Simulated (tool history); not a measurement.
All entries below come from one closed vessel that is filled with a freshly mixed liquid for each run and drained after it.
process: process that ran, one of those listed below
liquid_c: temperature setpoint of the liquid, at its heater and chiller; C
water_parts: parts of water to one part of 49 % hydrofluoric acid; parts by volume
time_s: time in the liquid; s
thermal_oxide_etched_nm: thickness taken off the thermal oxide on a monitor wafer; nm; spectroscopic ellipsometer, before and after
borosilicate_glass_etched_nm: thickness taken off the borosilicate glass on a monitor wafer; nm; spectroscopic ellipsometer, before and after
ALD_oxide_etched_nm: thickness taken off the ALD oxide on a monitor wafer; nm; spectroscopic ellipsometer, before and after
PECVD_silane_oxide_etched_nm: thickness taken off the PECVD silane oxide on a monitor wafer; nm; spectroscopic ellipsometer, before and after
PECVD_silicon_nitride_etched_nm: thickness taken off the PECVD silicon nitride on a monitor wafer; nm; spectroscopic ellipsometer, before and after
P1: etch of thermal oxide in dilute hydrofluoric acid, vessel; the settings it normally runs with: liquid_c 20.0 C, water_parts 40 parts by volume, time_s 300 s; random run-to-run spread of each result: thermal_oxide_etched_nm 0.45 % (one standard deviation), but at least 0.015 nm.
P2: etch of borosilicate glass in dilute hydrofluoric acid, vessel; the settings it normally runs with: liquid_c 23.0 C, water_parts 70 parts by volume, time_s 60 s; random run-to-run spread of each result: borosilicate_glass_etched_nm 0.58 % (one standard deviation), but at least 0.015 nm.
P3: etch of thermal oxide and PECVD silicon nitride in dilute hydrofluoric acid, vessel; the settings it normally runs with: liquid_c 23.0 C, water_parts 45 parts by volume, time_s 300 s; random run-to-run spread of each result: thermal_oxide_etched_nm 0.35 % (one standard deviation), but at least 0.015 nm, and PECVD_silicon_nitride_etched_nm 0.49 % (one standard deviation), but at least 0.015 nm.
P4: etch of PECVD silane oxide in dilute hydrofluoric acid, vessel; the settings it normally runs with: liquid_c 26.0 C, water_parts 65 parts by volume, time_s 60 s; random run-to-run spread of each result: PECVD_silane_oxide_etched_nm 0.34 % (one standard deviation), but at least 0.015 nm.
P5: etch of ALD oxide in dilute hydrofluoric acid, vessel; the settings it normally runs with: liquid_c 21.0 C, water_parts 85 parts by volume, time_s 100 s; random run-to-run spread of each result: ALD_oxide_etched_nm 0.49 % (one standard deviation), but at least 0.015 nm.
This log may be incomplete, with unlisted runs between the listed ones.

run,day,process,liquid_c,water_parts,time_s,thermal_oxide_etched_nm,borosilicate_glass_etched_nm,ALD_oxide_etched_nm,PECVD_silane_oxide_etched_nm,PECVD_silicon_nitride_etched_nm
1,0.233,P1,20.0,40,300,32.731,,,,
2,0.404,P2,23.0,70,30,,7.1682,,,
3,0.704,P5,28.0,85,100,,,16.0090,,
4,1.000,P4,29.5,65,60,,,,58.350,
5,1.238,P2,23.0,20,60,,53.5590,,,
6,1.488,P5,21.0,30,100,,,36.8600,,
7,1.633,P5,21.0,85,100,,,12.1410,,
8,1.925,P1,20.0,40,300,32.355,,,,
9,2.067,P2,30.0,70,60,,18.8710,,,
10,2.258,P3,17.0,45,300,24.151,,,,14.368
11,2.425,P4,26.0,65,60,,,,50.715,
12,2.662,P3,23.0,45,300,31.118,,,,21.986
13,2.942,P1,20.0,40,300,32.611,,,,
14,3.233,P5,21.0,85,30,,,3.6583,,
15,3.446,P3,23.0,60,300,22.874,,,,16.463
16,3.725,P2,23.0,70,60,,14.3090,,,
17,3.933,P4,26.0,25,60,,,,140.990,
18,4.221,P4,26.0,65,110,,,,93.124,
19,4.462,P1,20.0,40,515,56.198,,,,
20,4.721,P5,21.0,85,100,,,12.0990,,
21,5.021,P1,20.0,20,300,67.283,,,,
22,5.183,P3,23.0,45,430,44.690,,,,31.444
23,5.342,P1,20.0,60,300,21.223,,,,
24,5.546,P1,20.0,40,300,32.499,,,,
25,5.817,P1,20.0,40,300,32.837,,,,
26,6.104,P1,20.0,40,300,32.871,,,,
# day 6.221: hydrofluoric acid flow meter replaced
27,6.400,P1,20.0,40,110,12.053,,,,
28,6.654,P1,25.5,40,300,41.136,,,,
29,6.883,P1,17.0,40,300,28.857,,,,
30,7.062,P1,20.0,20,440,99.213,,,,
31,7.221,P1,20.0,40,300,32.715,,,,
32,7.496,P1,20.0,40,300,34.079,,,,
33,7.808,P1,20.0,40,300,34.473,,,,
34,8.046,P1,20.0,40,300,34.941,,,,
35,8.333,P1,20.0,40,300,35.275,,,,
36,8.629,P1,20.0,40,300,35.184,,,,
37,8.908,P1,20.0,40,300,35.251,,,,

What P1 gives has crept off from where it sat before. The 2 causes that follow fit the log equally well, each at the size noted:
A: liquid hotter than its thermometer reads (K) = 1.71
B: hydrofluoric acid flow above the setpoint (%) = 7.14
Onset of the creep was near day 7.221.

Which of the 4 check runs listed below separates the causes, so that each cause would produce a clearly different result? Each run uses one wafer, and its results are marked with question marks.
check 1,9.188,P4,26.0,30,60,,,,?,
check 2,9.188,P2,23.0,40,30,,?,,,
check 3,9.188,P3,23.0,45,415,?,,,,?
check 4,9.188,P5,21.0,40,30,,,?,,

Outcome of each check run for each possible cause:
check,result,if A,if B
check 1,PECVD_silane_oxide_etched_nm,124.130,124.350
check 2,borosilicate_glass_etched_nm,13.9610,13.9830
check 3,thermal_oxide_etched_nm,46.284,46.384
check 3,PECVD_silicon_nitride_etched_nm,34.121,32.506
check 4,ALD_oxide_etched_nm,8.7727,8.7751
Smallest distance between any two causes, each pair judged by its most separating result, in per cent: check 1 0.18 %; check 2 0.15 %; check 3 4.85 %; check 4 0.03 %
The other checks would show nearly matching results whichever cause is true, so check 3 is the only one that separates the causes.

Check 3 was then run and gave: thermal_oxide_etched_nm 46.332 nm; PECVD_silicon_nitride_etched_nm 34.219 nm. Which cause is it?

Of the candidate causes, it is A: liquid hotter than its thermometer reads (K).

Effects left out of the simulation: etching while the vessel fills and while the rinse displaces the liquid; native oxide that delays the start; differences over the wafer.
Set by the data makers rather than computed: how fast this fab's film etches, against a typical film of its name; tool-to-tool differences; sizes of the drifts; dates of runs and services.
